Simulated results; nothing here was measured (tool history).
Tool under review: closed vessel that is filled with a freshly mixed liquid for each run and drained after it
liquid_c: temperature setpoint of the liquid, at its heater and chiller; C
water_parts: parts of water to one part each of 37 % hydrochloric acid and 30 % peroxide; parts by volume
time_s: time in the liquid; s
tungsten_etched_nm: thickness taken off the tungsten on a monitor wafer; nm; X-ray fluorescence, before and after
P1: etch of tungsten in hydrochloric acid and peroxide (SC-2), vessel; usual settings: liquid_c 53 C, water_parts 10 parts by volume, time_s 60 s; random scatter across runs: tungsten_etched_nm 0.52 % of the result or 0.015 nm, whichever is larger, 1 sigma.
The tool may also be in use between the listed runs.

| run | hour | liquid_c | water_parts | time_s | tungsten_etched_nm |
|---|---|---|---|---|---|
| 1 | 4 | 53 | 10 | 60 | 13.703 |
| 2 | 11.6 | 53 | 4 | 60 | 27.551 |
| 3 | 18.3 | 53 | 10 | 105 | 24.114 |
| 4 | 25.2 | 53 | 10 | 30 | 6.7744 |
| 5 | 29.2 | 53 | 10 | 60 | 13.566 |
| 6 | 35.3 | 53 | 17.5 | 115 | 16.186 |
| 7 | 42.9 | 53 | 10 | 60 | 13.531 |
| 8 | 47.7 | 53 | 10 | 60 | 13.665 |
| 9 | 52 | 53 | 10 | 60 | 13.705 |
| 10 | 60.3 | 37.5 | 10 | 60 | 4.6925 |
| 11 | 66.9 | 53 | 10 | 60 | 13.794 |
| 12 | 71.2 | 68 | 10 | 60 | 34.916 |
| 13 | 78.2 | 53 | 18.5 | 60 | 8.0231 |
| 14 | 82.7 | 53 | 10 | 60 | 13.659 |
| 15 | 91.3 | 53 | 10 | 60 | 14.189 |
| 16 | 97.5 | 53 | 10 | 60 | 14.486 |
| 17 | 103 | 53 | 10 | 60 | 14.534 |
| 18 | 107.8 | 53 | 10 | 60 | 14.649 |
| 19 | 114.8 | 53 | 10 | 60 | 14.646 |
| 20 | 119.3 | 53 | 10 | 60 | 14.738 |
| 21 | 127.4 | 53 | 10 | 60 | 14.888 |
| 22 | 135.8 | 53 | 10 | 60 | 14.847 |
| 23 | 142.4 | 53 | 10 | 60 | 14.892 |
| 24 | 146.3 | 53 | 10 | 60 | 14.756 |

The log shows P1 creeping away from where it was. Any of the 2 causes listed here, at the size stated for it, fits the log just as well as the others:
A: liquid hotter than its thermometer reads (K) = 1.29
B: chemicals flow above the setpoint (%) = 10.7
The process output started creeping at around hour 82.7.
Ruled out, with reasons:
peroxide weaker than its label (%): cannot exceed 8; that much would move tungsten_etched_nm by -7.4 %, which falls short of the creep or goes against it

Which of the check runs below tells the causes apart, meaning the causes would give it clearly different results? Each run uses 3 wafers whose results are averaged, and each result is shown as a question mark.
| check 1 | 150.2 | 38 | 17.5 | 60 | ? |
| check 2 | 150.2 | 53 | 10 | 85 | ? |
| check 3 | 150.2 | 40 | 4 | 60 | ? |
| check 4 | 150.2 | 38.5 | 15.5 | 60 | ? |

Expected result of each check under each candidate cause:
| check | result | if A | if B |
|---|---|---|---|
| check 1 | tungsten_etched_nm | 3.2962 | 3.2908 |
| check 2 | tungsten_etched_nm | 21.062 | 21.06 |
| check 3 | tungsten_etched_nm | 12.344 | 12.045 |
| check 4 | tungsten_etched_nm | 3.806 | 3.7961 |
Per check, the gap between the least separated pair of causes, taken in the result that splits them most: check 1 0.16 %; check 2 0.01 %; check 3 2.45 %; check 4 0.26 %
Only in check 3 would the causes give clearly different results; in the remaining checks their results would be nearly the same.

After running check 3, the following was obtained: tungsten_etched_nm 12.018 nm. Which cause does this point to?

It was cause B: chemicals flow above the setpoint (%).
